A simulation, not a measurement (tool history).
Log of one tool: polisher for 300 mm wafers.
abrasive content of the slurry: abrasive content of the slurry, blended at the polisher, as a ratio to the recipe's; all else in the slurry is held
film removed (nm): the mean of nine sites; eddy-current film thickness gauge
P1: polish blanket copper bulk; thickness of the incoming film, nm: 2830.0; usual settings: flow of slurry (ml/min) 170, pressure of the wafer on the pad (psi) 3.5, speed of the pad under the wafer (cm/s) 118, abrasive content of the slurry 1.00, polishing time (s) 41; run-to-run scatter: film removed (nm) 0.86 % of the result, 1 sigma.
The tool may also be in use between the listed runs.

run   hour  flow of slurry (ml/min)  pressure of the wafer on the pad (psi)  speed of the pad under the wafer (cm/s)  abrasive content of the slurry  polishing time (s)  wafers polished on this pad  hours since the slurry nozzle was cleaned  hours since the head pressure was calibrated  hours since the slurry blender was calibrated  film removed (nm)
  1    8.8                      170                                     3.5                                      118                            1.00                  41                          475                                      434.3                                          94.2                                          338.7             497.08
  2   17.1                      170                                     2.2                                      118                            1.00                  41                          591                                      442.6                                         102.5                                          347.0             311.13
  3   22.8                      170                                     3.5                                      118                            1.35                  41                          671                                      448.3                                         108.2                                          352.7             523.74
  4   32.4                      170                                     3.5                                      118                            1.00                  41                          805                                      457.9                                         117.8                                          362.3             486.40
      37.9  -- head pressure recalibrated
  5   38.7                      170                                     3.5                                      118                            0.70                  41                          893                                      464.2                                           0.9                                          368.6             455.02
  6   46.5                      100                                     3.5                                      118                            1.00                  41                         1001                                      472.0                                           8.7                                          376.4             435.08
      49.0  -- worn pad replaced by a new one
  7   54.7                      170                                     3.5                                      118                            1.00                  41                           79                                      480.2                                          16.9                                          384.6             491.70
  8   62.6                      170                                     4.9                                      118                            1.00                  41                          189                                      488.1                                          24.8                                          392.5             679.62
  9   68.7                      170                                     3.5                                       54                            1.00                  41                          274                                      494.2                                          30.9                                          398.6             221.12
      73.4  -- slurry nozzle cleaned
 10   78.6                      170                                     3.5                                      118                            1.00                  41                          413                                        5.2                                          40.8                                          408.5             492.52
 11   84.3                      170                                     3.5                                      118                            1.00                  41                          492                                       10.9                                          46.5                                          414.2             489.28
 12   93.3                      170                                     3.5                                      164                            1.00                  41                          618                                       19.9                                          55.5                                          423.2             673.04
 13  101.6                      170                                     3.5                                      118                            1.00                  41                          733                                       28.2                                          63.8                                          431.5             482.36
 14  108.2                      170                                     3.5                                      118                            1.00                  55                          825                                       34.8                                          70.4                                          438.1             652.23
 15  112.8                      240                                     3.5                                       80                            1.00                  41                          890                                       39.4                                          75.0                                          442.7             343.21
 16  120.0                      220                                     3.5                                      118                            1.00                  41                          990                                       46.6                                          82.2                                          449.9             511.89
 17  126.3                      170                                     3.5                                      118                            1.00                  25                         1078                                       52.9                                          88.5                                          456.2             300.84

Forecast run 18:
 18  135.4                      170                                     3.5                                      118                            1.00                  41                         1205                                       62.0                                          97.6                                          465.3                  ?

Run 18 gave film removed (nm) 487.45.
